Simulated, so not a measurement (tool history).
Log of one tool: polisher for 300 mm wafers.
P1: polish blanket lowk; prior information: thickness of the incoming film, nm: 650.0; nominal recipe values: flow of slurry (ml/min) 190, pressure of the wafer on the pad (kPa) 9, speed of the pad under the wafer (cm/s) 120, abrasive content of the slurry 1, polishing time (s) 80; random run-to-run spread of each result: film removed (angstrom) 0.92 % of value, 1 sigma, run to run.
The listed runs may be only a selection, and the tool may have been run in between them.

run	hour	flow of slurry (ml/min)	pressure of the wafer on the pad (kPa)	speed of the pad under the wafer (cm/s)	abrasive content of the slurry	polishing time (s)	film removed (angstrom)
1	7.9	190	9	120	1	80	207.39
2	13.3	190	9	120	1	124	331.32
3	20.1	190	9	120	1	80	207.54
4	24.6	190	9	120	0.5	80	145
# hour 32.4: conditioning disc replaced and pad reconditioned
5	32.4	135	9	120	1	80	197.15
6	37.6	190	13.8	120	1	80	320.73
# hour 41.8: head pressure recalibrated
7	42.5	190	9	120	1	80	208.59
8	46.3	190	5.5	120	1.2	80	141.55
9	51.8	190	9	86	1	80	157.55
10	56.7	190	9	120	1	80	207.7
11	62.8	190	9	120	1	48	126.97
12	70.9	190	9	184	1	80	291.31
13	77.8	190	9	120	1.45	80	241.49
14	82	275	9	120	1	80	220.54
15	90.4	190	4.1	56	1	80	52.054
16	95.3	190	9	120	1	80	208.55
17	99.3	190	9	120	1	80	208.12
18	107.6	190	9	120	1	80	208.78
19	112.1	190	4.1	120	1	80	96.68
20	118.6	190	9	120	1	80	206.61
21	122.8	190	9	120	1	80	200.87
22	130.6	190	9	120	1	80	189.81
23	134.8	190	9	120	1	80	189.5
24	142.8	190	9	120	1	80	188.39

What will run 25 give?
# hour 143.4: conditioning disc replaced and pad reconditioned
# hour 144.7: head pressure recalibrated
25	148.2	190	9	120	1	80	?

{"run 25": {"film removed (angstrom)": 185.42}}
